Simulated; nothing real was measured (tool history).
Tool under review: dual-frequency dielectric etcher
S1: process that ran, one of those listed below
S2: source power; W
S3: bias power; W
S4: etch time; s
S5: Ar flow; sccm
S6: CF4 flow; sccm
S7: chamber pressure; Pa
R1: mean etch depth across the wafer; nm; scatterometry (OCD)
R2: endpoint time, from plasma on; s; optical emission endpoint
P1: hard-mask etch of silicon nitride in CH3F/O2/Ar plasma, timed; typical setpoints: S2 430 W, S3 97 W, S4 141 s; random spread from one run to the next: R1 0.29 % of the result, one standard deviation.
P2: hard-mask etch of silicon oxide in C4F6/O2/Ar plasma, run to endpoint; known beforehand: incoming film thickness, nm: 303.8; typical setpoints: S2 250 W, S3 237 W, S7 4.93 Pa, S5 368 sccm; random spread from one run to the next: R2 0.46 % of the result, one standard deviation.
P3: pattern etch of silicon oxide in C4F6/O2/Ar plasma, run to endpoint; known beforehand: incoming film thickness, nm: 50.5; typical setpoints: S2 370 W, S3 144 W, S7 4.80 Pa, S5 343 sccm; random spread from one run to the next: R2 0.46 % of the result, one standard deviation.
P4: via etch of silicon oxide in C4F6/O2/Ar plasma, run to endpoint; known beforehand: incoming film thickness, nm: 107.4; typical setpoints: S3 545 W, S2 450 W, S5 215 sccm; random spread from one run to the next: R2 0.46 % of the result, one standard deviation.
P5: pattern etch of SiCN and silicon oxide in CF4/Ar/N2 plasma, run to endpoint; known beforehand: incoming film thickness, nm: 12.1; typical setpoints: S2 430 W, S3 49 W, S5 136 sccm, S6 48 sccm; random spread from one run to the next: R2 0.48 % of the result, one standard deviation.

run	day	S1	S2	S3	S4	S5	S6	S7	R1	R2
1	0.288	P1	430	97	141				114.860	
2	0.650	P1	430	78	141				106.070	
3	1.146	P5	430	49		136	67			17.370
4	1.412	P1	430	97	81				65.912	
5	1.683	P4	450	769		215				18.572
6	2.121	P1	430	97	141				114.830	
7	2.612	P1	320	135	141				115.990	
# day 2.879: source power generator calibrated
8	3.179	P1	430	129	141				127.300	
9	3.450	P3	280	144		343		4.80		20.387
10	3.829	P3	370	144		271		4.80		17.677
11	4.254	P5	250	49		136	48			29.853
12	4.538	P4	450	545		258				21.546
13	4.967	P2	250	237		368		4.93		110.510
14	5.562	P1	430	97	141				114.660	
15	6.058	P5	430	49		92	48			17.433
16	6.454	P2	190	237		368		4.93		122.430
17	6.929	P4	610	545		215				19.088
18	7.267	P5	430	38		136	48			20.383
19	7.692	P2	250	237		248		4.93		105.520
20	8.071	P3	370	144		343		5.80		18.688
21	8.562	P3	370	144		343		4.80		18.213
22	8.950	P4	450	545		215				21.145
23	9.283	P1	430	97	183				147.800	
24	9.821	P3	370	204		343		4.80		16.291
25	10.133	P2	250	237		368		6.53		114.260
26	10.667	P4	450	545		215				21.259
27	11.121	P1	430	97	141				114.510	
28	11.608	P2	250	322		368		4.93		98.332
29	12.038	P2	250	237		368		4.93		109.990
30	12.617	P1	560	97	141				126.070	
31	13.067	P1	340	97	141				104.710	
32	13.458	P5	430	49		136	48			18.645
33	13.808	P5	430	49		136	48			18.532
34	14.125	P1	430	97	141				114.220	
35	14.500	P1	430	97	141				113.750	
36	14.842	P1	430	97	141				113.470	
# day 15.362: wet clean of the chamber
37	15.442	P1	430	97	141				112.480	
38	15.800	P1	430	97	141				112.250	
39	16.283	P1	430	97	141				113.480	
40	16.646	P1	430	97	141				112.560	

What P1 gives has crept off from where it sat before. The 2 causes that follow fit the log equally well, each at the size noted:
A: source power that arrives under what is set, % = 4.59
B: bias power that arrives under what is set, % = 4.73
The onset of the drift is placed at about day 14.125.
Each remaining cause and why it is not a fit:
chamber walls in a state that lowers the etch rate, %: its service at day 15.362 followed the start of the drift and did not put the process back to its old value

The 4 check runs listed below each average the results of 2 wafers, and their outcomes are marked with question marks. Under which run would the listed causes produce clearly different results?
check 1	17.008	P4	450	545		215				?
check 2	17.008	P5	430	49		136	48			?
check 3	17.008	P2	250	237		368		4.93		?
check 4	17.008	P3	370	144		343		4.80		?

What every check run would give for each of its results, assuming each possible cause in turn:
check	result	if A	if B
check 1	R2	21.590	21.609
check 2	R2	19.339	18.874
check 3	R2	112.480	112.350
check 4	R2	18.615	18.542
Distance between the nearest two causes, measured in the result of the check that separates them most: check 1 0.09 %; check 2 2.43 %; check 3 0.12 %; check 4 0.4 %
Check 2 tells the causes apart: in the others they would give nearly the same result.

Check 2 has now been run. It gave: R2 18.967 s. Which of the candidate causes is it?

The cause is B: bias power that arrives under what is set, %.

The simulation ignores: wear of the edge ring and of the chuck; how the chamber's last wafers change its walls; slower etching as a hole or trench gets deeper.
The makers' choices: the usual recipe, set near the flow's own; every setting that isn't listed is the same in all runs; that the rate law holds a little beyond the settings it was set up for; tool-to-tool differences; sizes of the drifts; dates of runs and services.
